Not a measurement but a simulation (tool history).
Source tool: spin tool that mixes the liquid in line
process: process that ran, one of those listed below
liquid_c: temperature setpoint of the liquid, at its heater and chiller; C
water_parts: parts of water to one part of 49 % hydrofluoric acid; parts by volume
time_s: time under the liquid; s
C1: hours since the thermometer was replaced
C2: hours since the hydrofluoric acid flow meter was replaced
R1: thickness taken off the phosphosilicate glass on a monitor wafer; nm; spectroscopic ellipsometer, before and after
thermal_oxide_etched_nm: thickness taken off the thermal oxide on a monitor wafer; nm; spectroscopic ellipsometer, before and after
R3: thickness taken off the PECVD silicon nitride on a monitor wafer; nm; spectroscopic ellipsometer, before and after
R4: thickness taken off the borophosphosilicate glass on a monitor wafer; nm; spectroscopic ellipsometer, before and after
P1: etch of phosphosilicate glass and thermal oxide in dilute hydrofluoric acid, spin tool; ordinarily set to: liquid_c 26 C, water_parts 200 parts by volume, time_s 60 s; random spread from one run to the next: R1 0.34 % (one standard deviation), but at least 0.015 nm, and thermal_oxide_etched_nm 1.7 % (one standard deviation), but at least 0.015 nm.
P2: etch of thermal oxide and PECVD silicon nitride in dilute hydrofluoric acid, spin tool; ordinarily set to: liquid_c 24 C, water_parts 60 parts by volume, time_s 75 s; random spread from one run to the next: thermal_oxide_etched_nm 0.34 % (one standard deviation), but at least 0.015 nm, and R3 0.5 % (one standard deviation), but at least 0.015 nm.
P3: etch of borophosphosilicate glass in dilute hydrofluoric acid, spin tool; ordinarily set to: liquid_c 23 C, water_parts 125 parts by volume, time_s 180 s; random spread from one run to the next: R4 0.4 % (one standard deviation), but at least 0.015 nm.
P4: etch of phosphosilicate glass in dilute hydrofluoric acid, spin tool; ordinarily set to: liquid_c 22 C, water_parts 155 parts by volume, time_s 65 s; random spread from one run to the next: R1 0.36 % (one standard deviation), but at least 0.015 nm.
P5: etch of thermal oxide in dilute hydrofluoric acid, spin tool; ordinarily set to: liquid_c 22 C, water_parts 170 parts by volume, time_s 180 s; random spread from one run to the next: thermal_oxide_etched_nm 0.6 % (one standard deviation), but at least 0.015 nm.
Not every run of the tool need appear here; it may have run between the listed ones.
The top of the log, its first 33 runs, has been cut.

run 34 hour=391.6 | process=P1 liquid_c=26 water_parts=200 time_s=60 | C1=787.2 C2=267 | R1=57.223 thermal_oxide_etched_nm=1.3226
run 35 hour=403.8 | process=P1 liquid_c=26 water_parts=200 time_s=60 | C1=799.4 C2=279.2 | R1=56.007 thermal_oxide_etched_nm=1.3163
run 36 hour=414 | process=P1 liquid_c=26 water_parts=200 time_s=60 | C1=809.6 C2=289.4 | R1=55.279 thermal_oxide_etched_nm=1.2663
run 37 hour=424 | process=P1 liquid_c=26 water_parts=200 time_s=60 | C1=819.6 C2=299.4 | R1=55.264 thermal_oxide_etched_nm=1.2537
run 38 hour=433.4 | process=P1 liquid_c=26 water_parts=200 time_s=60 | C1=829 C2=308.8 | R1=55.085 thermal_oxide_etched_nm=1.2467
run 39 hour=442.6 | process=P1 liquid_c=26 water_parts=200 time_s=60 | C1=838.2 C2=318 | R1=54.687 thermal_oxide_etched_nm=1.2798
run 40 hour=457.7 | process=P1 liquid_c=26 water_parts=200 time_s=60 | C1=853.3 C2=333.1 | R1=54.415 thermal_oxide_etched_nm=1.2473
run 41 hour=464.7 | process=P1 liquid_c=26 water_parts=200 time_s=60 | C1=860.3 C2=340.1 | R1=54.746 thermal_oxide_etched_nm=1.2342

Run 42 has not been measured yet. What should we expect?
run 42 hour=478.6 | process=P1 liquid_c=26 water_parts=200 time_s=60 | C1=874.2 C2=354 | R1=? thermal_oxide_etched_nm=?

{"run 42": {"R1": 54.423, "thermal_oxide_etched_nm": 1.2755}}
